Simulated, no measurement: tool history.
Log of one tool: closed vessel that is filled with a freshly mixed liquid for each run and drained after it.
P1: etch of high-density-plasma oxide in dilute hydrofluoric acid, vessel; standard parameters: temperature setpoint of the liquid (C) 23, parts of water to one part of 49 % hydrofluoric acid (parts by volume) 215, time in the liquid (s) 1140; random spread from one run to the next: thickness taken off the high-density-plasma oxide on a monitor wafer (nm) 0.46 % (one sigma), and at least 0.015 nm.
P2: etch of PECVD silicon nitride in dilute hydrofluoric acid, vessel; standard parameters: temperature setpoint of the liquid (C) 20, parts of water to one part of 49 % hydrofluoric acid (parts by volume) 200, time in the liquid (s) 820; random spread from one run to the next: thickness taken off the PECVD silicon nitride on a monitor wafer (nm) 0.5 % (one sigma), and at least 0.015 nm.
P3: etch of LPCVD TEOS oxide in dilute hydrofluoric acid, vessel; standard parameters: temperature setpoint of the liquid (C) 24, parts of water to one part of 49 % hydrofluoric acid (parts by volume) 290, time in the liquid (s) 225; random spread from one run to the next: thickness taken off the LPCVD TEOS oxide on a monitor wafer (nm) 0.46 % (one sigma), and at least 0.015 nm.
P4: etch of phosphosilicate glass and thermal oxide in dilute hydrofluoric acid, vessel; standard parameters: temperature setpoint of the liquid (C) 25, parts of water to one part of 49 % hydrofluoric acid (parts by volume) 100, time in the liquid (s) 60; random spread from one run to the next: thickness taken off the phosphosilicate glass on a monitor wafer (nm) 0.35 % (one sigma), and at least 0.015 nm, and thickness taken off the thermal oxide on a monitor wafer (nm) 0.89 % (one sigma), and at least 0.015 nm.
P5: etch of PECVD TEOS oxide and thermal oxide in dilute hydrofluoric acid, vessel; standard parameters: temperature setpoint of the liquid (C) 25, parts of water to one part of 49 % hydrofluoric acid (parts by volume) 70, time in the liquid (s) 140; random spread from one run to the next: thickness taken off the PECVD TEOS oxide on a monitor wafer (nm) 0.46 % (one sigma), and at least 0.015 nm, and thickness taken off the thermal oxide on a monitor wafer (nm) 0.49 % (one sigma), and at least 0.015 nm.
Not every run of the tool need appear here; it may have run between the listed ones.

run	hour	process that ran	temperature setpoint of the liquid (C)	parts of water to one part of 49 % hydrofluoric acid (parts by volume)	time in the liquid (s)	thickness taken off the high-density-plasma oxide on a monitor wafer (nm)	thickness taken off the phosphosilicate glass on a monitor wafer (nm)	thickness taken off the thermal oxide on a monitor wafer (nm)	thickness taken off the PECVD TEOS oxide on a monitor wafer (nm)	thickness taken off the PECVD silicon nitride on a monitor wafer (nm)	thickness taken off the LPCVD TEOS oxide on a monitor wafer (nm)
1	2.2	P1	23	215	1140	21.993					
2	5.3	P4	20.5	100	60		55.114	2.3765			
3	8.9	P1	23	215	85	1.6127					
4	13.7	P5	25	70	55			4.0522	13.915		
5	17.5	P4	25	100	60		66.348	2.8402			
6	21.2	P5	25	100	140			6.9468	24.108		
7	25.8	P1	23	215	1140	21.877					
8	30.6	P5	32.5	70	140			13.86	47.315		
# hour 32.4: hydrofluoric acid flow meter replaced
9	33	P1	23	215	1780	34.354					
10	36.2	P2	20	50	820					43.707	
11	39.6	P2	17	200	820					9.3311	
12	42.9	P1	23	215	1140	21.91					
13	45.5	P2	20	200	1515					20.948	
14	50.5	P3	24	290	65						10.22
15	52.8	P4	25	150	60		41.543	1.8066			
16	56.1	P1	23	215	1140	22.083					
17	58.8	P4	25	100	115		126.68	5.5178			
18	62.8	P3	24	290	225						35.392
19	65.9	P3	24	115	225						107.29
20	70.6	P2	20	200	820					11.368	
21	74.5	P1	23	215	1140	21.992					
22	76.8	P1	23	370	1140	10.91					
23	80.1	P1	23	110	2215	93.77					
24	82.6	P5	25	70	140			10.44	35.851		
25	85.4	P1	23	215	1140	21.927					
26	89	P1	31	215	1140	29.31					
27	93.3	P1	23	215	1140	21.896					
28	96.5	P5	25	70	140			10.402	35.66		
29	101.5	P1	23	90	1140	60.615					
30	104.1	P4	25	100	60		66.044	2.8795			
31	108.3	P3	32	290	225						46.279
32	112.3	P1	17	215	1140	17.464					
33	117.1	P3	24	290	225						35.177
34	121.4	P1	23	215	1140	21.997					
35	124.8	P1	23	215	1140	21.499					
36	128	P1	23	215	1140	21.161					
37	131.9	P1	23	215	1140	20.849					
38	136.7	P1	23	215	1140	20.869					
39	140.2	P1	23	215	1140	20.837					
40	142.9	P1	23	215	1140	20.792					
41	146.7	P1	23	215	1140	20.507					
42	150.6	P1	23	215	1140	20.832					
43	154.4	P1	23	215	1140	20.596					

P1 no longer gives what it gave before; its output has crept away from where it was. The following 2 causes, each at its listed size, fit the log equally well:
A: hydrofluoric acid flow below the setpoint (%) = 4.96
B: liquid colder than its thermometer reads (K) = 1.68
Onset of the creep was near hour 121.4.

Consider the 4 single-wafer check runs listed below, results given as question marks: which one distinguishes between the causes by giving clearly different results for each?
check 1	158.2	P4	25	135	105		?	?			
check 2	158.2	P2	20	75	820					?	
check 3	158.2	P3	24	160	95						?
check 4	158.2	P5	28.5	70	60			?	?		

Predicted outcomes, by check and by cause:
check	result	if A	if B
check 1	thickness taken off the phosphosilicate glass on a monitor wafer (nm)	77.502	77.075
check 1	thickness taken off the thermal oxide on a monitor wafer (nm)	3.3834	3.3648
check 2	thickness taken off the PECVD silicon nitride on a monitor wafer (nm)	28.019	26.211
check 3	thickness taken off the LPCVD TEOS oxide on a monitor wafer (nm)	29.175	29.056
check 4	thickness taken off the thermal oxide on a monitor wafer (nm)	4.842	4.794
check 4	thickness taken off the PECVD TEOS oxide on a monitor wafer (nm)	16.557	16.393
How far apart the two closest causes lie, in the result that separates them most: check 1 0.55 %; check 2 6.67 %; check 3 0.41 %; check 4 0.99 %
Only in check 2 would the causes give clearly different results; in the remaining checks their results would be nearly the same.

Then check 2 was run and gave: thickness taken off the PECVD silicon nitride on a monitor wafer (nm) 26.145. Which cause is it?

The correct cause is B, namely: liquid colder than its thermometer reads (K).
